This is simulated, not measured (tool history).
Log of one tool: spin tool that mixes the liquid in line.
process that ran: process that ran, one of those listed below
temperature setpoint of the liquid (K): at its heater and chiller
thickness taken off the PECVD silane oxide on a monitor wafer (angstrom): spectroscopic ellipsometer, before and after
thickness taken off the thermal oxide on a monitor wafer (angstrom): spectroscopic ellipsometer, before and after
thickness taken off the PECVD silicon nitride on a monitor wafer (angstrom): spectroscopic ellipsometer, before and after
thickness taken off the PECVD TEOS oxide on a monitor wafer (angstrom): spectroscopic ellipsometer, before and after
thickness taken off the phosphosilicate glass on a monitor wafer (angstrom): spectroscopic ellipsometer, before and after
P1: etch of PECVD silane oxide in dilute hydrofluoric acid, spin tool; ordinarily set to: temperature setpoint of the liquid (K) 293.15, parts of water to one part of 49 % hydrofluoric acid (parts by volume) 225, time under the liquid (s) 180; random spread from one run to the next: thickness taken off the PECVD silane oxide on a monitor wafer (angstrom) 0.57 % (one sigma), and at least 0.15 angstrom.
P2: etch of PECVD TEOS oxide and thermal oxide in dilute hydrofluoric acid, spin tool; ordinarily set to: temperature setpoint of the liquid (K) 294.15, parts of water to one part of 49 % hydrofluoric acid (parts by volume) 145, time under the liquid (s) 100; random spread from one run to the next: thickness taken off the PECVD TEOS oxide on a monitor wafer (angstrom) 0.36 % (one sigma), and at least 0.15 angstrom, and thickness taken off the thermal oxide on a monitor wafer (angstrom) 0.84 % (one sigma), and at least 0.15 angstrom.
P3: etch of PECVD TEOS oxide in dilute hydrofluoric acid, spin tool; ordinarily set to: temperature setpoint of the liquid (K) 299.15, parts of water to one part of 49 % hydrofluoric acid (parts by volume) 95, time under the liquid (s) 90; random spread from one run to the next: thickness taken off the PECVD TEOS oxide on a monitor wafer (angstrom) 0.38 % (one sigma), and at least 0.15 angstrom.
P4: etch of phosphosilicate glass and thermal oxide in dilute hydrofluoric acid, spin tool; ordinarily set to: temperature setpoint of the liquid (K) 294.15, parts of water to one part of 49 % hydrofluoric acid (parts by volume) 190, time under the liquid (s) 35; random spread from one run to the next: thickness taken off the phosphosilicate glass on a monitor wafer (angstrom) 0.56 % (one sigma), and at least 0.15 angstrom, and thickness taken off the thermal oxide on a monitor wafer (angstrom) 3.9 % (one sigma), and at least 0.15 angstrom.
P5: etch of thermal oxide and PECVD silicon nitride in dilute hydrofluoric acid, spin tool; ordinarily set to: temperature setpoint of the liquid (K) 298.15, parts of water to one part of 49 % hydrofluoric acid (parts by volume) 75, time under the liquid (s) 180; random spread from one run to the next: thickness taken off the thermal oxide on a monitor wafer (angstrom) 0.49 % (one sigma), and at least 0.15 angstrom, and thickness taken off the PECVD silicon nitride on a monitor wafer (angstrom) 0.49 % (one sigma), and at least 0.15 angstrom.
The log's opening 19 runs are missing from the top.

run,hour,process that ran,temperature setpoint of the liquid (K),parts of water to one part of 49 % hydrofluoric acid (parts by volume),time under the liquid (s),hours since the thermometer was replaced,hours since the hydrofluoric acid flow meter was replaced,thickness taken off the PECVD silane oxide on a monitor wafer (angstrom),thickness taken off the thermal oxide on a monitor wafer (angstrom),thickness taken off the PECVD silicon nitride on a monitor wafer (angstrom),thickness taken off the PECVD TEOS oxide on a monitor wafer (angstrom),thickness taken off the phosphosilicate glass on a monitor wafer (angstrom)
20,258.9,P2,294.15,145,100,1990.9,604.2,,27.7440,,79.516,
21,275.2,P4,294.15,190,35,2007.2,620.5,,7.0386,,,128.580
22,285.6,P5,298.15,120,180,2017.6,630.9,,75.2820,40.580,,
23,294.3,P1,293.15,370,180,2026.3,639.6,92.865,,,,
24,304.9,P3,305.65,95,90,2036.9,650.2,,,,172.020,
25,314.2,P3,299.15,95,15,2046.2,659.5,,,,22.373,
26,332.0,P4,294.15,290,35,2064.0,677.3,,4.0168,,,77.166
27,341.4,P4,290.15,190,35,2073.4,686.7,,5.7291,,,109.900
28,350.0,P3,299.15,175,90,2082.0,695.3,,,,66.372,
29,361.8,P1,293.15,225,180,2093.8,707.1,171.730,,,,
30,376.3,P5,298.15,75,180,2108.3,721.6,,128.4200,64.473,,
31,385.2,P1,293.15,225,75,2117.2,730.5,72.220,,,,
32,399.2,P1,290.15,225,305,2131.2,744.5,259.490,,,,

Predict the results of run 33:
33,413.5,P1,293.15,225,180,2145.5,758.8,?,,,,

thickness taken off the PECVD silane oxide on a monitor wafer (angstrom): 173.170

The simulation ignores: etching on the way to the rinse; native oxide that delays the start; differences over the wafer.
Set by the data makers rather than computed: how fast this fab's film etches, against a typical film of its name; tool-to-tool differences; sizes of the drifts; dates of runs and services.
